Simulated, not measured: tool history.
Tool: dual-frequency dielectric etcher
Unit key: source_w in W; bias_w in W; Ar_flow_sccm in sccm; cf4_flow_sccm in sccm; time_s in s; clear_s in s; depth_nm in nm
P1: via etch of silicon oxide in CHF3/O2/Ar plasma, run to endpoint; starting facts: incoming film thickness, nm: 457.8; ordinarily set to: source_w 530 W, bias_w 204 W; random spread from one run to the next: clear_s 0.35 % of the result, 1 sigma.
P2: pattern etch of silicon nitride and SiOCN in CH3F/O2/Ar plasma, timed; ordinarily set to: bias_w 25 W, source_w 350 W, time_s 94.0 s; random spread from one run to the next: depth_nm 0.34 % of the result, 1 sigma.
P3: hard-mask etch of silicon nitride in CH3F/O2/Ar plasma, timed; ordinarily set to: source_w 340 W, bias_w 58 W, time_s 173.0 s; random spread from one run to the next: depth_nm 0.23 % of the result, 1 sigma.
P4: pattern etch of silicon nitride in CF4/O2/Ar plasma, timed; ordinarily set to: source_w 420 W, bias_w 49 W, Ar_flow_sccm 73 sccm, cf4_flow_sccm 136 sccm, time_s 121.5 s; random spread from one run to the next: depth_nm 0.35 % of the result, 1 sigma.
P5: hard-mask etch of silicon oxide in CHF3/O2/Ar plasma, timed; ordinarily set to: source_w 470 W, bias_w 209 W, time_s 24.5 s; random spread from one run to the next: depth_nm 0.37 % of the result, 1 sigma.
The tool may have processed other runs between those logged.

| run | hour | process | source_w | bias_w | Ar_flow_sccm | cf4_flow_sccm | time_s | hours since the last wet clean | hours since the last source power generator calibration | hours since the last bias power generator calibration | clear_s | depth_nm |
|---|---|---|---|---|---|---|---|---|---|---|---|---|
| 1 | 8.9 | P1 | 530 | 204 |  |  |  | 456.9 | 1055.5 | 2877.4 | 235.30 |  |
| 2 | 14.9 | P4 | 420 | 34 | 73 | 136 | 121.5 | 462.9 | 1061.5 | 2883.4 |  | 186.6100 |
| 3 | 20.2 | P5 | 670 | 209 |  |  | 24.5 | 468.2 | 1066.8 | 2888.7 |  | 55.4480 |
| 4 | 25.8 | P1 | 530 | 204 |  |  |  | 473.8 | 1072.4 | 2894.3 | 235.21 |  |
| 5 | 33.5 | P5 | 470 | 209 |  |  | 14.5 | 481.5 | 1080.1 | 2902.0 |  | 28.8180 |
| 6 | 40.0 | P1 | 650 | 152 |  |  |  | 488.0 | 1086.6 | 2908.5 | 239.85 |  |
| 7 | 47.8 | P1 | 430 | 204 |  |  |  | 495.8 | 1094.4 | 2916.3 | 254.93 |  |
| 8 | 53.3 | P1 | 530 | 204 |  |  |  | 501.3 | 1099.9 | 2921.8 | 234.89 |  |
| 9 | 62.9 | P1 | 530 | 133 |  |  |  | 510.9 | 1109.5 | 2931.4 | 269.78 |  |
| 10 | 73.2 | P1 | 530 | 204 |  |  |  | 521.2 | 1119.8 | 2941.7 | 234.91 |  |
| 11 | 79.1 | P3 | 340 | 35 |  |  | 173.0 | 527.1 | 1125.7 | 2947.6 |  | 89.6960 |
| 12 | 87.7 | P5 | 470 | 209 |  |  | 24.5 | 535.7 | 1134.3 | 2956.2 |  | 48.5880 |
| 13 | 95.6 | P5 | 470 | 162 |  |  | 24.5 | 543.6 | 1142.2 | 2964.1 |  | 43.9880 |
| 14 | 104.8 | P3 | 230 | 58 |  |  | 173.0 | 552.8 | 1151.4 | 2973.3 |  | 90.4040 |
| 15 | 114.3 | P4 | 420 | 49 | 73 | 102 | 121.5 | 562.3 | 1160.9 | 2982.8 |  | 206.2700 |
| 16 | 121.5 | P4 | 420 | 49 | 73 | 136 | 121.5 | 569.5 | 1168.1 | 2990.0 |  | 211.5700 |
| 17 | 131.3 | P4 | 420 | 49 | 98 | 136 | 121.5 | 579.3 | 1177.9 | 2999.8 |  | 204.5700 |
| 18 | 137.9 | P2 | 500 | 25 |  |  | 94.0 | 585.9 | 1184.5 | 3006.4 |  | 14.1450 |
| 19 | 142.7 | P1 | 530 | 204 |  |  |  | 590.7 | 1189.3 | 3011.2 | 235.34 |  |
| 20 | 148.7 | P3 | 340 | 58 |  |  | 101.5 | 596.7 | 1195.3 | 3017.2 |  | 61.8140 |
| 21 | 155.0 | P4 | 540 | 49 | 73 | 136 | 121.5 | 603.0 | 1201.6 | 3023.5 |  | 262.1100 |
| 22 | 160.5 | P4 | 420 | 49 | 73 | 136 | 79.0 | 608.5 | 1207.1 | 3029.0 |  | 137.8600 |
| 23 | 170.8 | P3 | 340 | 58 |  |  | 173.0 | 618.8 | 1217.4 | 3039.3 |  | 105.4000 |
| 24 | 175.9 | P1 | 530 | 204 |  |  |  | 623.9 | 1222.5 | 3044.4 | 235.55 |  |
| 25 | 180.5 | P2 | 350 | 25 |  |  | 120.0 | 628.5 | 1227.1 | 3049.0 |  | 15.9000 |
| 26 | 189.5 | P1 | 700 | 139 |  |  |  | 637.5 | 1236.1 | 3058.0 | 239.74 |  |
|  | 196.7 | wet clean of the chamber |
| 27 | 199.0 | P1 | 630 | 161 |  |  |  | 2.4 | 1245.6 | 3067.5 | 237.73 |  |
| 28 | 203.6 | P1 | 530 | 278 |  |  |  | 7.0 | 1250.2 | 3072.1 | 210.82 |  |
| 29 | 209.9 | P1 | 720 | 204 |  |  |  | 13.3 | 1256.5 | 3078.4 | 209.54 |  |
| 30 | 218.5 | P1 | 530 | 204 |  |  |  | 21.9 | 1265.1 | 3087.0 | 234.63 |  |
| 31 | 223.2 | P2 | 350 | 15 |  |  | 94.0 | 26.6 | 1269.8 | 3091.7 |  | 9.9737 |
| 32 | 228.4 | P2 | 350 | 25 |  |  | 94.0 | 31.8 | 1275.0 | 3096.9 |  | 12.4830 |
| 33 | 237.0 | P1 | 530 | 204 |  |  |  | 40.4 | 1283.6 | 3105.5 | 234.22 |  |
| 34 | 242.0 | P1 | 530 | 204 |  |  |  | 45.4 | 1288.6 | 3110.5 | 234.52 |  |
| 35 | 249.0 | P1 | 530 | 204 |  |  |  | 52.4 | 1295.6 | 3117.5 | 235.72 |  |
| 36 | 258.5 | P1 | 530 | 204 |  |  |  | 61.9 | 1305.1 | 3127.0 | 237.70 |  |
| 37 | 263.8 | P1 | 530 | 204 |  |  |  | 67.2 | 1310.4 | 3132.3 | 238.88 |  |
| 38 | 272.4 | P1 | 530 | 204 |  |  |  | 75.8 | 1319.0 | 3140.9 | 238.82 |  |
|  | 276.3 | wet clean of the chamber |
| 39 | 277.8 | P1 | 530 | 204 |  |  |  | 1.5 | 1324.4 | 3146.3 | 239.78 |  |
| 40 | 285.6 | P1 | 530 | 204 |  |  |  | 9.3 | 1332.2 | 3154.1 | 238.44 |  |
| 41 | 294.3 | P1 | 530 | 204 |  |  |  | 18.0 | 1340.9 | 3162.8 | 238.76 |  |
| 42 | 304.6 | P1 | 530 | 204 |  |  |  | 28.3 | 1351.2 | 3173.1 | 238.47 |  |

Compared with where it was, what P1 gives has crept away. Each cause listed below fits the log as well as the rest, at the size given for it:
A: bias power that arrives under what is set, % = 4.97
B: source power that arrives under what is set, % = 4.55
The drift started at roughly hour 237.0.
The rest of the possible causes, and what rules out each one:
chamber walls in a state that lowers the etch rate, %: serviced after onset, at hour 276.3, with no recovery of the prior output

The list below offers 4 check runs, each averaging the results of 2 wafers, and shows each result as a question mark. For which of them would the listed causes give clearly different results?
| check 1 | 314.9 | P2 | 450 | 16 |  |  | 94.0 |  |  |  |  | ? |
| check 2 | 314.9 | P4 | 530 | 49 | 89 | 136 | 121.5 |  |  |  |  | ? |
| check 3 | 314.9 | P5 | 470 | 175 |  |  | 16.5 |  |  |  |  | ? |
| check 4 | 314.9 | P3 | 250 | 58 |  |  | 173.0 |  |  |  |  | ? |

What each check would give under each cause:
| check | result | if A | if B |
|---|---|---|---|
| check 1 | depth_nm | 10.9810 | 11.0250 |
| check 2 | depth_nm | 249.7100 | 244.0400 |
| check 3 | depth_nm | 30.0780 | 30.0630 |
| check 4 | depth_nm | 91.8870 | 91.8400 |
Per-check spread between the two closest causes, in the result where they differ most: check 1 0.39 %; check 2 2.3 %; check 3 0.05 %; check 4 0.05 %
The causes can be told apart only by check 2. The other checks would give nearly the same results under each of them.

Running check 2 produced the following: depth_nm 243.7000 nm. Which one of the listed causes fits?

The correct cause is B, namely: source power that arrives under what is set, %.
